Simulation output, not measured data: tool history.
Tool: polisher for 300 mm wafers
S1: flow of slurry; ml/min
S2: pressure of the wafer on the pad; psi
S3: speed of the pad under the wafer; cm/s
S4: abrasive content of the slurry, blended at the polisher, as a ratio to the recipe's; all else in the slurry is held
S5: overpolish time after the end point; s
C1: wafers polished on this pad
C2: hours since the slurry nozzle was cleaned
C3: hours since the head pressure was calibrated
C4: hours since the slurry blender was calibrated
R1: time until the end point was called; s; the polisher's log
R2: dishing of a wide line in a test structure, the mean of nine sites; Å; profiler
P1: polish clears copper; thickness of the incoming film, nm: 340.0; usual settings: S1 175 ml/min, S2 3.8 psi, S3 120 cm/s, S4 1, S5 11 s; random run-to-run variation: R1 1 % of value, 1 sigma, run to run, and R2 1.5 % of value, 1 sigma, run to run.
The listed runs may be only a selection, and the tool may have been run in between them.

run	hour	S1	S2	S3	S4	S5	C1	C2	C3	C4	R1	R2
1	9.9	175	3.8	120	1	11	457	146.1	450.7	362.9	73.973	356.42
2	19.5	230	3.8	120	1	11	569	155.7	460.3	372.5	72.802	377.26
3	28.9	175	3.8	120	0.7	11	679	165.1	469.7	381.9	80.123	346.46
4	38.2	175	3.8	120	1	11	787	174.4	479	391.2	74.321	365.86
5	53.9	175	5.8	120	0.65	11	970	190.1	494.7	406.9	54.541	488.31
6	69.3	175	3.8	120	1.35	11	1149	205.5	510.1	422.3	70.089	387.41
7	86.9	175	3.8	180	1	11	1354	223.1	527.7	439.9	50.15	510.22
8	104.3	175	3.8	120	1	11	1556	240.5	545.1	457.3	73.729	367.07
9	121.8	175	3.8	74	1	11	1760	258	562.6	474.8	123.55	241.74
10	129.7	175	3.8	120	1	3	1852	265.9	570.5	482.7	75.949	110.06
11	145.9	175	5.4	120	1	11	2041	282.1	586.7	498.9	52.147	505.64
12	157.6	175	3.8	120	1	21	2177	293.8	598.4	510.6	75.535	623.33
13	171.2	175	3.8	120	1	11	2335	307.4	612	524.2	73.915	371.62
14	179.8	175	4.8	120	1.25	11	2435	316	620.6	532.8	56.257	490.74
15	196.4	175	5.5	164	1	11	2629	332.6	637.2	549.4	37.781	669.5
16	206.9	175	3.8	120	1	11	2751	343.1	647.7	559.9	74.604	362.55
17	222.6	105	3.8	120	1	11	2934	358.8	663.4	575.6	82.678	336.62
18	234.1	175	2.2	120	1	11	3068	370.3	674.9	587.1	129.91	209.52
19	246.9	175	3.8	120	1	11	3217	383.1	687.7	599.9	75.193	372.25

Run 20 comes next. What will it give?
20	262.1	175	3.8	120	1	11	3394	398.3	702.9	615.1	?	?

Run 20 came out at R1 76.617 s, R2 363.38 Å.
